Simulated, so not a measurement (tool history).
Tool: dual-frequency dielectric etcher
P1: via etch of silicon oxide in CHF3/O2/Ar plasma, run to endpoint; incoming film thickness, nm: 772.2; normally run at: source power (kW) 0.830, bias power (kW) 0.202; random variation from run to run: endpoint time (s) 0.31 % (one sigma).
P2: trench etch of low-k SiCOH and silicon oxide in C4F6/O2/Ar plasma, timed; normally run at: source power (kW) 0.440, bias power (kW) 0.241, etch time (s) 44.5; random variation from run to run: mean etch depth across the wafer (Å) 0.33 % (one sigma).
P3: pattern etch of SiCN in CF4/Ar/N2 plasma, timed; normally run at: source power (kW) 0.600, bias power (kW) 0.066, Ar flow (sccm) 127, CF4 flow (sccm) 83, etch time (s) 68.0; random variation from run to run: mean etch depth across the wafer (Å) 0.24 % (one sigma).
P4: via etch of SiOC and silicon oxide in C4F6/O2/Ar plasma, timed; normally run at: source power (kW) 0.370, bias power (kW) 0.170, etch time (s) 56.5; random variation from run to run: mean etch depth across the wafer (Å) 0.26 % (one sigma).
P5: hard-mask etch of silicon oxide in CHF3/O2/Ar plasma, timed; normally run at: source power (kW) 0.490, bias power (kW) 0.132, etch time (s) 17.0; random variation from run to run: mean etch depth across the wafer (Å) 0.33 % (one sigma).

run	day	process that ran	source power (kW)	bias power (kW)	Ar flow (sccm)	CF4 flow (sccm)	etch time (s)	endpoint time (s)	mean etch depth across the wafer (Å)
1	0.679	P1	0.830	0.202				317.38	
2	1.254	P3	0.600	0.066	94	83	68.0		778.78
3	1.696	P1	0.830	0.250				295.20	
4	2.404	P1	0.550	0.202				372.10	
5	2.900	P2	0.530	0.241			44.5		1740.80
6	3.500	P4	0.470	0.170			56.5		659.15
7	4.017	P3	0.600	0.066	127	83	68.0		745.41
8	4.508	P3	0.600	0.066	127	101	68.0		771.65
9	5.138	P4	0.370	0.170			56.5		599.97
10	5.800	P1	0.830	0.202				316.16	
11	6.438	P3	0.600	0.066	127	83	90.5		989.02
12	6.838	P1	0.830	0.202				317.15	
13	7.333	P5	0.490	0.084			17.0		234.84
14	7.833	P1	1.100	0.156				309.24	
15	8.267	P5	0.340	0.132			17.0		232.88
16	8.775	P3	0.600	0.040	127	83	68.0		633.59
17	9.229	P1	0.830	0.202				315.48	
18	9.875	P5	0.490	0.132			11.0		173.55
19	10.546	P1	0.830	0.202				317.22	
20	10.933	P5	0.490	0.132			17.0		267.65
21	11.638	P3	0.440	0.066	127	83	68.0		567.48
22	12.167	P4	0.370	0.170			35.5		377.93
23	12.658	P2	0.440	0.241			44.5		1628.30
24	13.254	P3	0.600	0.066	127	83	68.0		745.17
25	13.817	P2	0.440	0.304			44.5		1757.40
26	14.146	P2	0.440	0.241			25.5		927.58
27	14.750	P1	0.830	0.127				368.07	
28	15.117	P1	1.000	0.202				295.29	
29	15.650	P2	0.440	0.241			44.5		1617.30
30	16.279	P1	0.830	0.202				316.89	
31	16.612	P4	0.370	0.205			56.5		639.32
32	17.279	P1	0.830	0.202				315.99	
33	17.808	P1	0.830	0.202				313.13	
34	18.167	P1	0.830	0.202				313.82	
# day 18.554: wet clean of the chamber
35	18.758	P1	0.830	0.202				310.53	
36	19.258	P1	0.830	0.202				311.77	
37	19.588	P1	0.830	0.202				311.80	
38	19.996	P1	0.830	0.202				311.00	

What P1 gives has crept away from where it was. These 2 causes fit the log equally well, each at the size given:
A: source power that arrives over what is set, % = 4.19
B: bias power that arrives over what is set, % = 4.75
The creep began at about day 17.279.
Why every other cause is out:
chamber walls in a state that raises the etch rate, %: serviced at day 18.554, which brought nothing back

4 check runs are offered, one wafer each, their results left as question marks. Which one tells the causes apart?
check 1	20.404	P3	0.600	0.066	127	83	68.0		?
check 2	20.404	P4	0.370	0.170			56.5		?
check 3	20.404	P5	0.490	0.132			17.0		?
check 4	20.404	P2	0.440	0.241			44.5		?

What each check would give under each cause:
check	result	if A	if B
check 1	mean etch depth across the wafer (Å)	773.46	757.77
check 2	mean etch depth across the wafer (Å)	610.99	610.36
check 3	mean etch depth across the wafer (Å)	272.32	272.04
check 4	mean etch depth across the wafer (Å)	1648.70	1648.40
How far apart the two closest causes lie, in the result that separates them most: check 1 2.05 %; check 2 0.1 %; check 3 0.1 %; check 4 0.02 %
Check 1 tells the causes apart: in the others they would give nearly the same result.

Check 1 was then run and gave: mean etch depth across the wafer (Å) 757.95. Which cause is it?

It is B: bias power that arrives over what is set, %.
